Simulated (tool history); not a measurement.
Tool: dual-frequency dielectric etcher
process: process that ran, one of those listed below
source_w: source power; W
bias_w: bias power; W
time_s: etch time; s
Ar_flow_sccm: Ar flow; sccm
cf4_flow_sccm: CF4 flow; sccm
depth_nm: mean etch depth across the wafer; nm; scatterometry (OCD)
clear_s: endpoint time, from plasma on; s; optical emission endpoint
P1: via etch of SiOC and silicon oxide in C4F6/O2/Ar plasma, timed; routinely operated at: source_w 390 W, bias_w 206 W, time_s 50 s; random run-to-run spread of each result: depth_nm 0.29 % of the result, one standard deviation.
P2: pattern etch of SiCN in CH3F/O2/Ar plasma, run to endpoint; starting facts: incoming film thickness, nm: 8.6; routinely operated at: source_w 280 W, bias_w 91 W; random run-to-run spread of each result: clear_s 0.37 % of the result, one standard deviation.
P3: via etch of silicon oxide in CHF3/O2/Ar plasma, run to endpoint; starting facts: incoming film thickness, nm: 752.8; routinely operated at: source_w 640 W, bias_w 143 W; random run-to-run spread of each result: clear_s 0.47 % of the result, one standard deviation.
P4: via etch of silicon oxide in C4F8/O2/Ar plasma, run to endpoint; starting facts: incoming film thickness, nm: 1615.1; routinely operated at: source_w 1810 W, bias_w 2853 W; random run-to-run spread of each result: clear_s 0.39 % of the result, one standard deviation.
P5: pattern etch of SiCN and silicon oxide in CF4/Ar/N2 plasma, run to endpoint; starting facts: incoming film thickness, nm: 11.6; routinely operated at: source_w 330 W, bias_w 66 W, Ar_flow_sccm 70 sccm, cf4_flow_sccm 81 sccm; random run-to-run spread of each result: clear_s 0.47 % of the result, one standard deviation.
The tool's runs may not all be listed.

run,hour,process,source_w,bias_w,time_s,Ar_flow_sccm,cf4_flow_sccm,hours since the last wet clean,hours since the last source power generator calibration,hours since the last bias power generator calibration,depth_nm,clear_s
1,12.2,P1,390,206,50,,,195.9,1523.8,442.9,56.089,
2,22.7,P5,330,66,,70,60,206.4,1534.3,453.4,,17.631
3,31.9,P5,430,66,,70,81,215.6,1543.5,462.6,,13.406
4,41.2,P2,200,91,,,,224.9,1552.8,471.9,,27.117
5,48.5,P4,1810,1737,,,,232.2,1560.1,479.2,,343.05
6,60.2,P4,1810,2853,,,,243.9,1571.8,490.9,,296.76
7,69.7,P5,330,66,,70,81,253.4,1581.3,500.4,,16.906
8,78.2,P3,810,143,,,,261.9,1589.8,508.9,,364.25
9,92.1,P1,510,267,50,,,275.8,1603.7,522.8,67.356,
10,105.4,P1,390,206,50,,,289.1,1617,536.1,55.669,
11,117.7,P1,310,206,50,,,301.4,1629.3,548.4,51.018,
12,128.1,P2,280,91,,,,311.8,1639.7,558.8,,23.938
13,136.9,P1,390,287,50,,,320.6,1648.5,567.6,62.613,
14,143.3,P1,390,206,72.5,,,327,1654.9,574,80.455,
15,156.9,P5,330,40,,70,81,340.6,1668.5,587.6,,19.572
16,168,P1,390,206,29.5,,,351.7,1679.6,598.7,32.852,
17,177.6,P1,390,206,50,,,361.3,1689.2,608.3,55.847,
18,190,P3,640,143,,,,373.7,1701.6,620.7,,403.4
19,199.9,P1,550,206,50,,,383.6,1711.5,630.6,63.983,
20,213.2,P4,1250,2853,,,,396.9,1724.8,643.9,,343.73
21,220.7,P2,280,91,,,,404.4,1732.3,651.4,,23.905
22,231.6,P1,390,253,38.5,,,415.3,1743.2,662.3,46.021,
23,241.1,P1,390,206,50,,,424.8,1752.7,671.8,55.727,
24,252.9,P1,390,206,50,,,436.6,1764.5,683.6,55.739,
25,267.6,P1,390,121,50,,,451.3,1779.2,698.3,47.453,
26,279.6,P3,640,112,,,,463.3,1791.2,710.3,,432.25
27,286.1,P1,260,206,69,,,469.8,1797.7,716.8,66.174,
28,297.5,P2,280,127,,,,481.2,1809.1,728.2,,20.992
29,306.1,P5,330,66,,98,81,489.8,1817.7,736.8,,17.798
30,319,P1,390,206,50,,,502.7,1830.6,749.7,55.726,
31,331.8,P1,390,206,50,,,515.5,1843.4,762.5,55.878,
32,339.1,P1,390,206,50,,,522.8,1850.7,769.8,55.733,
33,347.2,P1,390,206,50,,,530.9,1858.8,777.9,55.6,
34,360.9,P1,390,206,50,,,544.6,1872.5,791.6,55.188,
35,369.5,P1,390,206,50,,,553.2,1881.1,800.2,55.459,
36,383.7,P1,390,206,50,,,567.4,1895.3,814.4,55.549,
# hour 394.1: wet clean of the chamber
37,397.1,P1,390,206,50,,,3,1908.7,827.8,55.113,
38,408.3,P1,390,206,50,,,14.2,1919.9,839,55.185,
39,423,P1,390,206,50,,,28.9,1934.6,853.7,54.844,
40,437.4,P1,390,206,50,,,43.3,1949,868.1,55.049,

P1 has crept away from where it was. The log is fitted equally well by each of these 2 causes, at the sizes shown:
A: source power that arrives under what is set, % = 3.75
B: bias power that arrives under what is set, % = 4.36
The drift started at roughly hour 331.8.
What rules out each remaining cause:
chamber walls in a state that lowers the etch rate, %: its service at hour 394.1 followed the start of the drift and did not put the process back to its old value

Each of the check runs listed below is run on 3 wafers and reports their average, with the results left as question marks. Pick the one under which the possible causes would lead to clearly different results.
check 1,451.8,P2,280,106,,,,,,,,?
check 2,451.8,P5,330,42,,96,81,,,,,?
check 3,451.8,P4,1300,2853,,,,,,,,?
check 4,451.8,P3,810,123,,,,,,,,?

What every check run would give for each of its results, assuming each possible cause in turn:
check,result,if A,if B
check 1,clear_s,22.84,22.916
check 2,clear_s,21.002,20.561
check 3,clear_s,342.49,342.23
check 4,clear_s,388.27,387.61
Smallest distance between any two causes, each pair judged by its most separating result, in per cent: check 1 0.33 %; check 2 2.12 %; check 3 0.08 %; check 4 0.17 %
Only in check 2 would the causes give clearly different results; in the remaining checks their results would be nearly the same.

After running check 2, the following was obtained: clear_s 20.608 s. Which cause does this point to?

It is B: bias power that arrives under what is set, %.

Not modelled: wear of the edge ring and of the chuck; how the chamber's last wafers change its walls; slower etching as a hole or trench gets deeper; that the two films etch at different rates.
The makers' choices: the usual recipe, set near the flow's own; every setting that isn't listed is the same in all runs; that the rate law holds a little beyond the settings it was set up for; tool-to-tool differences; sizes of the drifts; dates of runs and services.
